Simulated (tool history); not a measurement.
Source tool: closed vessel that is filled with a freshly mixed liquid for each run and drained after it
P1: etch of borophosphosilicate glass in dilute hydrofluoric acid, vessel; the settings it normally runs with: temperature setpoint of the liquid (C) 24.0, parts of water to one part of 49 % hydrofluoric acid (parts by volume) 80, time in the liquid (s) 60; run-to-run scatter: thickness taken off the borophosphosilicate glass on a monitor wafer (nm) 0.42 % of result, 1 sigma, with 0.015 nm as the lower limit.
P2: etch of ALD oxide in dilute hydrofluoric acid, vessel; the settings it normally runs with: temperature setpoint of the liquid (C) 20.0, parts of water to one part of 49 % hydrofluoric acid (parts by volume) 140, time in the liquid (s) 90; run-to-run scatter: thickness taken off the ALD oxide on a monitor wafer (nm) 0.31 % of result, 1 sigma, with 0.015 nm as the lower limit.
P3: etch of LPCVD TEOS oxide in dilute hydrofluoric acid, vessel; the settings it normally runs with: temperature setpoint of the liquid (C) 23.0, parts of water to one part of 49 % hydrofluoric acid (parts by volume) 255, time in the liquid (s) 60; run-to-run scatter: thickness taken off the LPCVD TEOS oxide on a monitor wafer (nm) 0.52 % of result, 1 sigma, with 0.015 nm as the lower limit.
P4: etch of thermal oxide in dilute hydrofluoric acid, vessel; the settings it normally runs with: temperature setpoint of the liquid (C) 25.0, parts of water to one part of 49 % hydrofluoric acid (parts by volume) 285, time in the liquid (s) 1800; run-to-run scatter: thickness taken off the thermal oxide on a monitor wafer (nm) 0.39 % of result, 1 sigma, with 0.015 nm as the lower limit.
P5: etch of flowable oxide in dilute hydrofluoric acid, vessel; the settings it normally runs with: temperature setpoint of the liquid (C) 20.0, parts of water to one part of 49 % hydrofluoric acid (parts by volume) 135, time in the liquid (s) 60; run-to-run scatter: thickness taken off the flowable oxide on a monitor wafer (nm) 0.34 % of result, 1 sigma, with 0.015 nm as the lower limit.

run,day,process that ran,temperature setpoint of the liquid (C),parts of water to one part of 49 % hydrofluoric acid (parts by volume),time in the liquid (s),hours since the thermometer was replaced,hours since the hydrofluoric acid flow meter was replaced,thickness taken off the borophosphosilicate glass on a monitor wafer (nm),thickness taken off the thermal oxide on a monitor wafer (nm),thickness taken off the ALD oxide on a monitor wafer (nm),thickness taken off the flowable oxide on a monitor wafer (nm),thickness taken off the LPCVD TEOS oxide on a monitor wafer (nm)
1,0.167,P1,24.0,80,60,287.4,160.4,30.9070,,,,
2,0.425,P4,25.0,480,1800,293.6,166.6,,13.065,,,
3,0.588,P1,24.0,120,105,297.5,170.5,34.4710,,,,
4,0.788,P1,24.0,80,60,302.3,175.3,30.6440,,,,
5,0.900,P4,29.5,285,1800,305.0,178.0,,30.909,,,
6,1.058,P2,20.0,65,90,308.8,181.8,,,22.3430,,
7,1.275,P5,20.0,135,60,314.0,187.0,,,,7.7256,
8,1.454,P1,24.0,80,30,318.3,191.3,15.2850,,,,
9,1.667,P2,20.0,140,30,323.4,196.4,,,3.1912,,
10,1.875,P1,24.0,135,60,328.4,201.4,16.9790,,,,
11,2.004,P1,24.0,80,90,331.5,204.5,46.0050,,,,
12,2.158,P1,24.0,50,60,335.2,208.2,51.2250,,,,
13,2.304,P3,23.0,255,60,338.7,211.7,,,,,5.3229
14,2.504,P1,24.0,140,115,343.5,216.5,31.4100,,,,
15,2.667,P5,20.0,135,60,347.4,220.4,,,,7.7161,
16,2.842,P3,23.0,50,60,351.6,224.6,,,,,34.5380
17,3.017,P3,23.0,255,95,355.8,228.8,,,,,8.3681
18,3.179,P1,31.0,80,60,359.7,232.7,40.2760,,,,
19,3.404,P1,24.0,80,60,365.1,238.1,30.6840,,,,
20,3.538,P4,25.0,285,1800,368.3,241.3,,26.742,,,
21,3.700,P5,17.0,135,60,372.2,245.2,,,,6.7995,
22,3.933,P2,20.0,140,90,377.8,250.8,,,9.5177,,
23,4.171,P5,20.0,25,60,383.5,256.5,,,,47.4010,
24,4.288,P1,17.0,80,60,386.3,259.3,23.0210,,,,
25,4.542,P2,26.5,140,90,392.4,265.4,,,12.2480,,
26,4.779,P4,25.0,285,3075,398.1,271.1,,45.686,,,
27,4.892,P4,25.0,285,1800,400.8,273.8,,26.654,,,
28,5.079,P1,24.0,80,60,405.3,278.3,30.8530,,,,
29,5.196,P1,24.0,80,60,408.1,281.1,30.5710,,,,
30,5.383,P5,20.0,135,85,412.6,285.6,,,,10.9500,
31,5.554,P3,19.5,255,60,416.7,289.7,,,,,4.6557
32,5.771,P1,24.0,140,30,421.9,294.9,8.1309,,,,
33,5.942,P1,24.0,80,60,426.0,299.0,30.8850,,,,
34,6.083,P1,24.0,80,60,429.4,302.4,31.3200,,,,
35,6.267,P1,24.0,80,60,433.8,306.8,31.6670,,,,
36,6.438,P1,24.0,80,60,437.9,310.9,32.0750,,,,
37,6.596,P1,24.0,80,60,441.7,314.7,31.9610,,,,
38,6.854,P1,24.0,80,60,447.9,320.9,32.5970,,,,
39,7.004,P1,24.0,80,60,451.5,324.5,32.6260,,,,
40,7.162,P1,24.0,80,60,455.3,328.3,32.5590,,,,
41,7.425,P1,24.0,80,60,461.6,334.6,32.5870,,,,
42,7.633,P1,24.0,80,60,466.6,339.6,32.8430,,,,
43,7.788,P1,24.0,80,60,470.3,343.3,32.6950,,,,

What P1 gives has crept away from where it was. These 2 causes fit the log equally well, each at the size given:
A: liquid hotter than its thermometer reads (K) = 1.55
B: hydrofluoric acid flow above the setpoint (%) = 5.76
Onset of the creep was near day 5.942.

Of the 4 check runs listed below, each run on one wafer and each result written as a question mark, which would let you distinguish the listed causes because they would give clearly different results?
check 1,7.942,P4,28.5,410,1800,,,,?,,,
check 2,7.942,P2,25.5,140,30,,,,,?,,
check 3,7.942,P5,20.0,55,60,,,,,,?,
check 4,7.942,P3,23.0,175,80,,,,,,,?

Expected result of each check under each candidate cause:
check,result,if A,if B
check 1,thickness taken off the thermal oxide on a monitor wafer (nm),19.265,19.866
check 2,thickness taken off the ALD oxide on a monitor wafer (nm),4.1615,4.1900
check 3,thickness taken off the flowable oxide on a monitor wafer (nm),22.1060,21.9840
check 4,thickness taken off the LPCVD TEOS oxide on a monitor wafer (nm),11.9270,12.0230
Distance between the nearest two causes, measured in the result of the check that separates them most: check 1 3.07 %; check 2 0.68 %; check 3 0.55 %; check 4 0.8 %
Check 1 distinguishes between the causes, while the remaining checks would return nearly the same result for all of them.

With check 1 done, the readings were: thickness taken off the thermal oxide on a monitor wafer (nm) 19.215. Identify which of the listed causes applies.

A is the cause: liquid hotter than its thermometer reads (K).
